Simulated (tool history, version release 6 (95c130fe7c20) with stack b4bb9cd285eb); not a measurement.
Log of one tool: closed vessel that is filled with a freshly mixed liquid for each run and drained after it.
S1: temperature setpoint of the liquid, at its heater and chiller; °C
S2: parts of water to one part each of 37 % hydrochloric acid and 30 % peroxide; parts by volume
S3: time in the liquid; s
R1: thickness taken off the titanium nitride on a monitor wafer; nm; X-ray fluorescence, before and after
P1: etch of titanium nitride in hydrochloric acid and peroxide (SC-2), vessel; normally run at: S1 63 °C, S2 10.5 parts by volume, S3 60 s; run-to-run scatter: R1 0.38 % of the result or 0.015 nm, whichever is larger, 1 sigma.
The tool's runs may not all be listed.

run   hour  S1    S2  S3      R1
  1    8.2  63  10.5  60  6.0458
  2   17.1  63  10.5  30  3.0255
  3   28.9  47  10.5  60  2.1457
  4   44.5  72  10.5  60   10.33
  5   57.3  63  10.5  95  9.5506
  6   72.6  63  10.5  60  6.0284
      72.9  -- thermometer replaced
  7   89.7  63  10.5  60  6.0087
  8  103.7  63  10.5  60  6.0229
  9  113.2  63     4  60  12.579
 10  128.4  63  10.5  60  6.0196
 11  143.5  63  10.5  60  6.0693
 12  159.4  63  17.5  60  3.8766
 13  167.3  51   4.5  60  5.4261
 14  182.8  63  10.5  60  6.0491
 15  198.5  63  10.5  60  6.2614
 16  207.9  63  10.5  60  6.3964
 17  224.1  63  10.5  60  6.4942
 18  238.6  63  10.5  60  6.5375
 19  254.8  63  10.5  60  6.5614
 20  264.1  63  10.5  60  6.5497
 21  281.1  63  10.5  60  6.5936
 22  298.1  63  10.5  60  6.5987

What P1 gives has crept away from where it was. These 2 causes fit the log equally well, each at the size given:
A: chemicals flow above the setpoint (%) = 11.2
B: liquid hotter than its thermometer reads (K) = 1.44
The creep began at about hour 182.8.
Why every other cause is out:
peroxide weaker than its label (%): at most 8, which would move R1 by -7.4 %: too little, or the wrong way

4 check runs are offered, each on 2 wafers whose results are averaged, their results left as question marks. Which one tells the causes apart?
check 1  315.1  47.5  17.5  60   ?
check 2  315.1    54  10.5  60   ?
check 3  315.1  47.5     4  60   ?
check 4  315.1  56.5  10.5  60   ?

What each check would give under each cause:
  check  result    if A    if B
check 1      R1  1.5628  1.5664
check 2      R1  3.7294  3.7475
check 3      R1  4.9524  5.0908
check 4      R1  4.3827  4.3977
How far apart the two closest causes lie, in the result that separates them most: check 1 0.23 %; check 2 0.48 %; check 3 2.76 %; check 4 0.34 %
Only check 3 tells the causes apart: in the others they would give nearly the same result.

Then check 3 was run and gave: R1 5.0899 nm. Which cause is it?

It is B: liquid hotter than its thermometer reads (K).
